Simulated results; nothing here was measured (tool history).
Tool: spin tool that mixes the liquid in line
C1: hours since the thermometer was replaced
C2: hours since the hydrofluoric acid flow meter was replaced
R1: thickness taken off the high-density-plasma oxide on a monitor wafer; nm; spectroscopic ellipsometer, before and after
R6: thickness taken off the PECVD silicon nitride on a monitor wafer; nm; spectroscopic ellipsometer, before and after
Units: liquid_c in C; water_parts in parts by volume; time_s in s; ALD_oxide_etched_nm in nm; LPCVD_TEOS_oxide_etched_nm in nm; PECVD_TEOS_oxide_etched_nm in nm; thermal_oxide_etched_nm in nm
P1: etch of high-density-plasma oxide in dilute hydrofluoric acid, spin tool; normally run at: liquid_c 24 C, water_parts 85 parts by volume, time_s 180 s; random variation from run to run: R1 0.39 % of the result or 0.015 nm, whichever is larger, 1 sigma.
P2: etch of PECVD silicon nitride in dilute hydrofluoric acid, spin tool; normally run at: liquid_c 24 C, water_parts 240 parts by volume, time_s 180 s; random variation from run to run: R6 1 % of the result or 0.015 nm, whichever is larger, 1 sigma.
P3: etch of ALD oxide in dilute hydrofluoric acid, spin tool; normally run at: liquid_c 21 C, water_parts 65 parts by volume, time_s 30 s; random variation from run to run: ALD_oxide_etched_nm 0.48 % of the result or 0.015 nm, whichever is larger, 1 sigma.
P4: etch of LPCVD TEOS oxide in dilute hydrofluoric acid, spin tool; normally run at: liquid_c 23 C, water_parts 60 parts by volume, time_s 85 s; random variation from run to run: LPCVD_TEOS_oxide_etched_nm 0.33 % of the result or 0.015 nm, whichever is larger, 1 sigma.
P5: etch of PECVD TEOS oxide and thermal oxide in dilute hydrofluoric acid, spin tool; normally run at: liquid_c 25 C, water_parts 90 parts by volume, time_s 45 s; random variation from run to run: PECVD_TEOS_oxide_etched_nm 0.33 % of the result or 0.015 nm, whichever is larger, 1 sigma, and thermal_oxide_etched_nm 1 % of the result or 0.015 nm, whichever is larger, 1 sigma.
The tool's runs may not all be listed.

Run 1, hour 5.1: process P1, liquid_c 24 C, water_parts 85 parts by volume, time_s 180 s; C1 2031.3; C2 1374.1. Result: R1 16.621 nm.
Run 2, hour 15.3: process P1, liquid_c 24 C, water_parts 45 parts by volume, time_s 180 s; C1 2041.5; C2 1384.3. Result: R1 32.912 nm.
Run 3, hour 22.6: process P1, liquid_c 24 C, water_parts 85 parts by volume, time_s 15 s; C1 2048.8; C2 1391.6. Result: R1 1.3689 nm.
Run 4, hour 28.6: process P1, liquid_c 24 C, water_parts 85 parts by volume, time_s 180 s; C1 2054.8; C2 1397.6. Result: R1 16.475 nm.
Run 5, hour 34.5: process P3, liquid_c 21 C, water_parts 65 parts by volume, time_s 30 s; C1 2060.7; C2 1403.5. Result: ALD_oxide_etched_nm 5.6516 nm.
Run 6, hour 39.8: process P1, liquid_c 20 C, water_parts 115 parts by volume, time_s 180 s; C1 2066; C2 1408.8. Result: R1 10.061 nm.
Run 7, hour 44.4: process P3, liquid_c 21 C, water_parts 65 parts by volume, time_s 30 s; C1 2070.6; C2 1413.4. Result: ALD_oxide_etched_nm 5.6453 nm.
Run 8, hour 51.1: process P4, liquid_c 27 C, water_parts 60 parts by volume, time_s 85 s; C1 2077.3; C2 1420.1. Result: LPCVD_TEOS_oxide_etched_nm 38.65 nm.
Run 9, hour 58.7: process P4, liquid_c 23 C, water_parts 25 parts by volume, time_s 85 s; C1 2084.9; C2 1427.7. Result: LPCVD_TEOS_oxide_etched_nm 82.851 nm.
Run 10, hour 69.1: process P1, liquid_c 24 C, water_parts 85 parts by volume, time_s 180 s; C1 2095.3; C2 1438.1. Result: R1 16.635 nm.
Run 11, hour 77.8: process P4, liquid_c 23 C, water_parts 60 parts by volume, time_s 85 s; C1 2104; C2 1446.8. Result: LPCVD_TEOS_oxide_etched_nm 32.793 nm.
Run 12, hour 85.5: process P5, liquid_c 25 C, water_parts 90 parts by volume, time_s 15 s; C1 2111.7; C2 1454.5. Result: PECVD_TEOS_oxide_etched_nm 3.0367 nm, thermal_oxide_etched_nm 0.80428 nm.
Run 13, hour 90.9: process P1, liquid_c 24 C, water_parts 85 parts by volume, time_s 355 s; C1 2117.1; C2 1459.9. Result: R1 32.746 nm.
Run 14, hour 101: process P3, liquid_c 17 C, water_parts 65 parts by volume, time_s 30 s; C1 2127.2; C2 1470. Result: ALD_oxide_etched_nm 4.7421 nm.
Run 15, hour 106.9: process P3, liquid_c 21 C, water_parts 35 parts by volume, time_s 30 s; C1 2133.1; C2 1475.9. Result: ALD_oxide_etched_nm 10.762 nm.
Run 16, hour 116.9: process P5, liquid_c 25 C, water_parts 90 parts by volume, time_s 45 s; C1 2143.1; C2 1485.9. Result: PECVD_TEOS_oxide_etched_nm 9.248 nm, thermal_oxide_etched_nm 2.455 nm.
Run 17, hour 121.8: process P5, liquid_c 25 C, water_parts 140 parts by volume, time_s 45 s; C1 2148; C2 1490.8. Result: PECVD_TEOS_oxide_etched_nm 5.5677 nm, thermal_oxide_etched_nm 1.4881 nm.
Run 18, hour 131: process P5, liquid_c 18.5 C, water_parts 90 parts by volume, time_s 45 s; C1 2157.2; C2 1500. Result: PECVD_TEOS_oxide_etched_nm 7.0541 nm, thermal_oxide_etched_nm 1.8541 nm.
Run 19, hour 140.5: process P2, liquid_c 31.5 C, water_parts 240 parts by volume, time_s 180 s; C1 2166.7; C2 1509.5. Result: R6 4.0696 nm.
Run 20, hour 147.3: process P1, liquid_c 18 C, water_parts 85 parts by volume, time_s 180 s; C1 2173.5; C2 1516.3. Result: R1 12.916 nm.
Run 21, hour 154.1: process P5, liquid_c 25 C, water_parts 90 parts by volume, time_s 45 s; C1 2180.3; C2 1523.1. Result: PECVD_TEOS_oxide_etched_nm 9.2331 nm, thermal_oxide_etched_nm 2.4785 nm.
Run 22, hour 159.7: process P1, liquid_c 28 C, water_parts 85 parts by volume, time_s 180 s; C1 2185.9; C2 1528.7. Result: R1 19.367 nm.
Run 23, hour 165.4: process P4, liquid_c 23 C, water_parts 60 parts by volume, time_s 85 s; C1 2191.6; C2 1534.4. Result: LPCVD_TEOS_oxide_etched_nm 32.935 nm.
Run 24, hour 170.2: process P1, liquid_c 24 C, water_parts 85 parts by volume, time_s 180 s; C1 2196.4; C2 1539.2. Result: R1 16.537 nm.
Run 25, hour 180.5: process P2, liquid_c 24 C, water_parts 240 parts by volume, time_s 90 s; C1 2206.7; C2 1549.5. Result: R6 1.291 nm.
Run 26, hour 185.7: process P1, liquid_c 24 C, water_parts 115 parts by volume, time_s 180 s; C1 2211.9; C2 1554.7. Result: R1 11.752 nm.
Run 27, hour 194.9: process P2, liquid_c 24 C, water_parts 240 parts by volume, time_s 180 s; C1 2221.1; C2 1563.9. Result: R6 2.6623 nm.
Run 28, hour 202.4: process P1, liquid_c 24 C, water_parts 85 parts by volume, time_s 180 s; C1 2228.6; C2 1571.4. Result: R1 16.631 nm.
Run 29, hour 207.4: process P1, liquid_c 24 C, water_parts 85 parts by volume, time_s 180 s; C1 2233.6; C2 1576.4. Result: R1 16.469 nm.
Run 30, hour 213: process P3, liquid_c 21 C, water_parts 65 parts by volume, time_s 55 s; C1 2239.2; C2 1582. Result: ALD_oxide_etched_nm 10.344 nm.
Run 31, hour 221.4: process P2, liquid_c 24 C, water_parts 105 parts by volume, time_s 180 s; C1 2247.6; C2 1590.4. Result: R6 5.9307 nm.
Run 32, hour 230: process P4, liquid_c 23 C, water_parts 60 parts by volume, time_s 15 s; C1 2256.2; C2 1599. Result: LPCVD_TEOS_oxide_etched_nm 5.8157 nm.
Run 33, hour 234.7: process P1, liquid_c 24 C, water_parts 85 parts by volume, time_s 180 s; C1 2260.9; C2 1603.7. Result: R1 16.653 nm.
Run 34, hour 244.9: process P1, liquid_c 24 C, water_parts 85 parts by volume, time_s 180 s; C1 2271.1; C2 1613.9. Result: R1 17.232 nm.
Run 35, hour 253.6: process P1, liquid_c 24 C, water_parts 85 parts by volume, time_s 180 s; C1 2279.8; C2 1622.6. Result: R1 17.511 nm.
Run 36, hour 259.6: process P1, liquid_c 24 C, water_parts 85 parts by volume, time_s 180 s; C1 2285.8; C2 1628.6. Result: R1 17.565 nm.
Run 37, hour 264.7: process P1, liquid_c 24 C, water_parts 85 parts by volume, time_s 180 s; C1 2290.9; C2 1633.7. Result: R1 17.734 nm.
Run 38, hour 271.3: process P1, liquid_c 24 C, water_parts 85 parts by volume, time_s 180 s; C1 2297.5; C2 1640.3. Result: R1 17.776 nm.
Run 39, hour 281.1: process P1, liquid_c 24 C, water_parts 85 parts by volume, time_s 180 s; C1 2307.3; C2 1650.1. Result: R1 17.971 nm.
Run 40, hour 287.4: process P1, liquid_c 24 C, water_parts 85 parts by volume, time_s 180 s; C1 2313.6; C2 1656.4. Result: R1 17.862 nm.
Run 41, hour 295.6: process P1, liquid_c 24 C, water_parts 85 parts by volume, time_s 180 s; C1 2321.8; C2 1664.6. Result: R1 17.929 nm.
Run 42, hour 304.1: process P1, liquid_c 24 C, water_parts 85 parts by volume, time_s 180 s; C1 2330.3; C2 1673.1. Result: R1 17.91 nm.

What P1 gives has crept away from where it was. These 2 causes fit the log equally well, each at the size given:
A: hydrofluoric acid flow above the setpoint (%) = 7.18
B: liquid hotter than its thermometer reads (K) = 1.93
The creep began at about hour 234.7.

4 check runs are offered, each on 3 wafers whose results are averaged, their results left as question marks. Which one tells the causes apart?
Run check 1, hour 312.6: process P4, liquid_c 23 C, water_parts 60 parts by volume, time_s 85 s. Result: LPCVD_TEOS_oxide_etched_nm ?.
Run check 2, hour 312.6: process P2, liquid_c 24 C, water_parts 240 parts by volume, time_s 180 s. Result: R6 ?.
Run check 3, hour 312.6: process P5, liquid_c 25 C, water_parts 90 parts by volume, time_s 45 s. Result: PECVD_TEOS_oxide_etched_nm ?, thermal_oxide_etched_nm ?.
Run check 4, hour 312.6: process P3, liquid_c 21 C, water_parts 65 parts by volume, time_s 30 s. Result: ALD_oxide_etched_nm ?.

What each check would give under each cause:
  check                      result    if A    if B
check 1  LPCVD_TEOS_oxide_etched_nm  35.371  35.524
check 2                          R6  2.8117  2.9572
check 3  PECVD_TEOS_oxide_etched_nm  9.9769   9.963
check 3     thermal_oxide_etched_nm  2.6527   2.649
check 4         ALD_oxide_etched_nm  6.0562  6.0883
How far apart the two closest causes lie, in the result that separates them most: check 1 0.43 %; check 2 5.05 %; check 3 0.14 %; check 4 0.53 %
Only check 2 tells the causes apart: in the others they would give nearly the same result.

Check 2 was then run and gave: R6 2.9313 nm. Which cause is it?

It is B: liquid hotter than its thermometer reads (K).

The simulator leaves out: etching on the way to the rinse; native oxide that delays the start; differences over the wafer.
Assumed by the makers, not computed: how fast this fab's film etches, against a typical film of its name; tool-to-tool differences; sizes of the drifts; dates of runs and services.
